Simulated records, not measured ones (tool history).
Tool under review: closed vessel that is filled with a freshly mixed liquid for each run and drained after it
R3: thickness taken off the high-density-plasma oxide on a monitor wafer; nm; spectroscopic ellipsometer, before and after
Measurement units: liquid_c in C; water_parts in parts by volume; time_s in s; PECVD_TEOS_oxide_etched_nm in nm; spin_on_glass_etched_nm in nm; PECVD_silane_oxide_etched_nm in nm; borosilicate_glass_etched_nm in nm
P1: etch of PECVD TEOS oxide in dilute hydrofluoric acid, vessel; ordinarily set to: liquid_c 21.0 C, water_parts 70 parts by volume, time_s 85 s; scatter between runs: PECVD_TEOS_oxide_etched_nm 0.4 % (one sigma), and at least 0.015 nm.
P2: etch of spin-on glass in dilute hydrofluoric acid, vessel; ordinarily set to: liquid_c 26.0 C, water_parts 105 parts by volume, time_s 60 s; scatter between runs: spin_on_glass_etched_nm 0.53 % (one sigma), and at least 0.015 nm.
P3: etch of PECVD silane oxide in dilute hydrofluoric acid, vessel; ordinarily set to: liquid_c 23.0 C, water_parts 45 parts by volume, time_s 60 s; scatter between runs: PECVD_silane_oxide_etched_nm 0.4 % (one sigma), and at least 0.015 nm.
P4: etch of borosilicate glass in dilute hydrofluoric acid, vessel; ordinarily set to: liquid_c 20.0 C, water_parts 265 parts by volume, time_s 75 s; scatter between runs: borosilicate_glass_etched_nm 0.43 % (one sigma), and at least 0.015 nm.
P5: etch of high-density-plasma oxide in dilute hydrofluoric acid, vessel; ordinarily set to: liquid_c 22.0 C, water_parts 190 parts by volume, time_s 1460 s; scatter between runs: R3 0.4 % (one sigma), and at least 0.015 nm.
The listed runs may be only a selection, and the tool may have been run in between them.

Run 1, hour 16.1: process P1, liquid_c 21.0 C, water_parts 70 parts by volume, time_s 85 s. Result: PECVD_TEOS_oxide_etched_nm 10.4590 nm.
Run 2, hour 30.6: process P1, liquid_c 21.0 C, water_parts 35 parts by volume, time_s 85 s. Result: PECVD_TEOS_oxide_etched_nm 21.8140 nm.
Run 3, hour 41.0: process P2, liquid_c 26.0 C, water_parts 105 parts by volume, time_s 60 s. Result: spin_on_glass_etched_nm 19.844 nm.
Run 4, hour 53.0: process P1, liquid_c 17.0 C, water_parts 70 parts by volume, time_s 85 s. Result: PECVD_TEOS_oxide_etched_nm 8.8572 nm.
Run 5, hour 68.0: process P1, liquid_c 21.0 C, water_parts 100 parts by volume, time_s 140 s. Result: PECVD_TEOS_oxide_etched_nm 11.6070 nm.
Run 6, hour 81.9: process P1, liquid_c 21.0 C, water_parts 70 parts by volume, time_s 85 s. Result: PECVD_TEOS_oxide_etched_nm 10.4080 nm.
Run 7, hour 96.1: process P5, liquid_c 22.0 C, water_parts 190 parts by volume, time_s 2810 s. Result: R3 85.036 nm.
At hour 98.3: thermometer replaced.
Run 8, hour 109.6: process P2, liquid_c 30.0 C, water_parts 105 parts by volume, time_s 60 s. Result: spin_on_glass_etched_nm 23.147 nm.
Run 9, hour 125.8: process P1, liquid_c 27.0 C, water_parts 70 parts by volume, time_s 85 s. Result: PECVD_TEOS_oxide_etched_nm 13.3910 nm.
Run 10, hour 140.7: process P3, liquid_c 23.0 C, water_parts 45 parts by volume, time_s 60 s. Result: PECVD_silane_oxide_etched_nm 48.513 nm.
Run 11, hour 148.3: process P3, liquid_c 23.0 C, water_parts 45 parts by volume, time_s 60 s. Result: PECVD_silane_oxide_etched_nm 48.657 nm.
Run 12, hour 155.7: process P4, liquid_c 20.0 C, water_parts 105 parts by volume, time_s 75 s. Result: borosilicate_glass_etched_nm 19.9970 nm.
Run 13, hour 166.1: process P1, liquid_c 21.0 C, water_parts 70 parts by volume, time_s 85 s. Result: PECVD_TEOS_oxide_etched_nm 10.4680 nm.
Run 14, hour 175.7: process P3, liquid_c 23.0 C, water_parts 60 parts by volume, time_s 60 s. Result: PECVD_silane_oxide_etched_nm 35.499 nm.
Run 15, hour 191.2: process P5, liquid_c 22.0 C, water_parts 190 parts by volume, time_s 1460 s. Result: R3 44.201 nm.
Run 16, hour 206.3: process P1, liquid_c 21.0 C, water_parts 70 parts by volume, time_s 85 s. Result: PECVD_TEOS_oxide_etched_nm 10.4210 nm.
Run 17, hour 216.0: process P4, liquid_c 20.0 C, water_parts 265 parts by volume, time_s 75 s. Result: borosilicate_glass_etched_nm 6.7062 nm.
Run 18, hour 232.3: process P1, liquid_c 21.0 C, water_parts 70 parts by volume, time_s 130 s. Result: PECVD_TEOS_oxide_etched_nm 15.9910 nm.
Run 19, hour 242.5: process P5, liquid_c 22.0 C, water_parts 315 parts by volume, time_s 1460 s. Result: R3 23.475 nm.
Run 20, hour 252.8: process P1, liquid_c 21.0 C, water_parts 70 parts by volume, time_s 30 s. Result: PECVD_TEOS_oxide_etched_nm 3.6955 nm.
Run 21, hour 260.7: process P4, liquid_c 17.0 C, water_parts 265 parts by volume, time_s 75 s. Result: borosilicate_glass_etched_nm 6.0173 nm.
Run 22, hour 273.6: process P3, liquid_c 23.0 C, water_parts 45 parts by volume, time_s 30 s. Result: PECVD_silane_oxide_etched_nm 24.092 nm.
Run 23, hour 282.1: process P1, liquid_c 21.0 C, water_parts 115 parts by volume, time_s 85 s. Result: PECVD_TEOS_oxide_etched_nm 6.0115 nm.
Run 24, hour 298.5: process P2, liquid_c 26.0 C, water_parts 30 parts by volume, time_s 60 s. Result: spin_on_glass_etched_nm 76.286 nm.
Run 25, hour 313.6: process P5, liquid_c 26.5 C, water_parts 190 parts by volume, time_s 1460 s. Result: R3 52.359 nm.
Run 26, hour 322.3: process P4, liquid_c 20.0 C, water_parts 265 parts by volume, time_s 150 s. Result: borosilicate_glass_etched_nm 13.4170 nm.
Run 27, hour 333.7: process P3, liquid_c 31.0 C, water_parts 45 parts by volume, time_s 60 s. Result: PECVD_silane_oxide_etched_nm 67.003 nm.
Run 28, hour 342.0: process P1, liquid_c 21.0 C, water_parts 105 parts by volume, time_s 145 s. Result: PECVD_TEOS_oxide_etched_nm 11.4250 nm.
Run 29, hour 355.8: process P2, liquid_c 26.0 C, water_parts 105 parts by volume, time_s 30 s. Result: spin_on_glass_etched_nm 9.828 nm.
Run 30, hour 365.0: process P1, liquid_c 21.0 C, water_parts 70 parts by volume, time_s 85 s. Result: PECVD_TEOS_oxide_etched_nm 10.3400 nm.
Run 31, hour 375.7: process P1, liquid_c 21.0 C, water_parts 70 parts by volume, time_s 85 s. Result: PECVD_TEOS_oxide_etched_nm 10.8660 nm.
Run 32, hour 391.3: process P1, liquid_c 21.0 C, water_parts 70 parts by volume, time_s 85 s. Result: PECVD_TEOS_oxide_etched_nm 11.1400 nm.
Run 33, hour 398.6: process P1, liquid_c 21.0 C, water_parts 70 parts by volume, time_s 85 s. Result: PECVD_TEOS_oxide_etched_nm 11.2510 nm.
Run 34, hour 411.1: process P1, liquid_c 21.0 C, water_parts 70 parts by volume, time_s 85 s. Result: PECVD_TEOS_oxide_etched_nm 11.3880 nm.
Run 35, hour 426.5: process P1, liquid_c 21.0 C, water_parts 70 parts by volume, time_s 85 s. Result: PECVD_TEOS_oxide_etched_nm 11.3710 nm.
Run 36, hour 435.9: process P1, liquid_c 21.0 C, water_parts 70 parts by volume, time_s 85 s. Result: PECVD_TEOS_oxide_etched_nm 11.3520 nm.
Run 37, hour 451.1: process P1, liquid_c 21.0 C, water_parts 70 parts by volume, time_s 85 s. Result: PECVD_TEOS_oxide_etched_nm 11.3590 nm.

Something has made what P1 gives creep away from where it was; the 2 causes below, each at its own stated size, fit the log equally well:
A: liquid hotter than its thermometer reads (K) = 2.21
B: hydrofluoric acid flow above the setpoint (%) = 8.77
The drift started at roughly hour 365.0.

Question marks stand in for the results of the 4 check runs listed below, each run on one wafer. Under which run would the listed causes show clearly different results?
Run check 1, hour 466.3: process P2, liquid_c 26.0 C, water_parts 40 parts by volume, time_s 30 s. Result: spin_on_glass_etched_nm ?.
Run check 2, hour 466.3: process P3, liquid_c 30.0 C, water_parts 45 parts by volume, time_s 30 s. Result: PECVD_silane_oxide_etched_nm ?.
Run check 3, hour 466.3: process P5, liquid_c 22.0 C, water_parts 310 parts by volume, time_s 2440 s. Result: R3 ?.
Run check 4, hour 466.3: process P4, liquid_c 20.0 C, water_parts 125 parts by volume, time_s 135 s. Result: borosilicate_glass_etched_nm ?.

Expected result of each check under each candidate cause:
  check                        result     if A     if B
check 1       spin_on_glass_etched_nm   31.049   31.024
check 2  PECVD_silane_oxide_etched_nm   35.145   35.263
check 3                            R3   43.434   44.767
check 4  borosilicate_glass_etched_nm  32.3390  32.5540
Minimum pairwise separation of causes per check, each pair taken at its best-separating result: check 1 0.08 %; check 2 0.34 %; check 3 3.02 %; check 4 0.66 %
Only in check 3 would the causes give clearly different results; in the remaining checks their results would be nearly the same.

Then check 3 was run and gave: R3 44.991 nm. Which cause is it?

It was cause B: hydrofluoric acid flow above the setpoint (%).

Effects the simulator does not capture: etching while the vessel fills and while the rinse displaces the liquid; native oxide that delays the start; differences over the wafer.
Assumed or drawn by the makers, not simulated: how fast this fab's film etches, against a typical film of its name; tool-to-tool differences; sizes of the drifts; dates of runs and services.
